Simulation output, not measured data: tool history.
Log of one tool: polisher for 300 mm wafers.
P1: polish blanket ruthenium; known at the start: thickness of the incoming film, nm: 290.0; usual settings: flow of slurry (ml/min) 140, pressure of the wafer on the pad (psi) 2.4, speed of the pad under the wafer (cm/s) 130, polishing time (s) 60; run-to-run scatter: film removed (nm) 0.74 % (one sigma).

run   hour  flow of slurry (ml/min)  pressure of the wafer on the pad (psi)  speed of the pad under the wafer (cm/s)  polishing time (s)  wafers polished on this pad  hours since the slurry nozzle was cleaned  hours since the head pressure was calibrated  film removed (nm)
  1    4.4                      140                                     2.4                                      130                  60                          309                                      103.3                                           307             93.539
  2   11.6                       85                                     2.4                                      130                  60                          396                                      110.5                                         314.2             82.661
  3   19.5                      140                                     2.4                                      130                  60                          490                                      118.4                                         322.1               93.8
      21.1  -- head pressure recalibrated
  4   24.4                      140                                     2.4                                      130                  60                          549                                      123.3                                           3.4             93.277
  5   31.8                      140                                     1.2                                      130                  60                          637                                      130.7                                          10.8             46.493
  6   39.1                      140                                     2.4                                      130                  92                          724                                        138                                          18.1             144.46
  7   43.3                      140                                     2.4                                      194                  60                          775                                      142.2                                          22.3             138.75
  8   51.3                      140                                     2.4                                       90                  60                          870                                      150.2                                          30.3             64.428
  9   55.8                      140                                     2.4                                      130                  27                          924                                      154.7                                          34.8              41.84
 10   60.8                       90                                     2.4                                      200                  60                          984                                      159.7                                          39.8             129.78
 11   66.7                       85                                     1.4                                      130                  60                         1055                                      165.6                                          45.7             48.206
 12   72.1                      190                                     2.4                                      130                  60                         1119                                        171                                          51.1             98.785
 13   77.6                      140                                     2.4                                      130                  60                         1185                                      176.5                                          56.6             93.188
 14   83.2                      140                                     3.4                                      130                  60                         1252                                      182.1                                          62.2             132.51
 15   88.1                      140                                     2.4                                      130                  60                         1310                                        187                                          67.1             93.832
 16   94.9                      140                                     2.4                                      130                  60                         1392                                      193.8                                          73.9             89.015
 17    101                      140                                     2.4                                      130                  60                         1465                                      199.9                                            80              86.56
 18  104.7                      140                                     2.4                                      130                  60                         1509                                      203.6                                          83.7             85.617
     106.4  -- worn pad replaced by a new one
 19  111.6                      140                                     2.4                                      130                  60                           63                                      210.5                                          90.6             84.831
 20  118.1                      140                                     2.4                                      130                  60                          140                                        217                                          97.1             83.846
 21  124.3                      140                                     2.4                                      130                  60                          215                                      223.2                                         103.3             82.896

Forecast run 22:
 22  128.3                      140                                     2.4                                      130                  60                          262                                      227.2                                         107.3                  ?

Run 22 gave film removed (nm) 84.373.
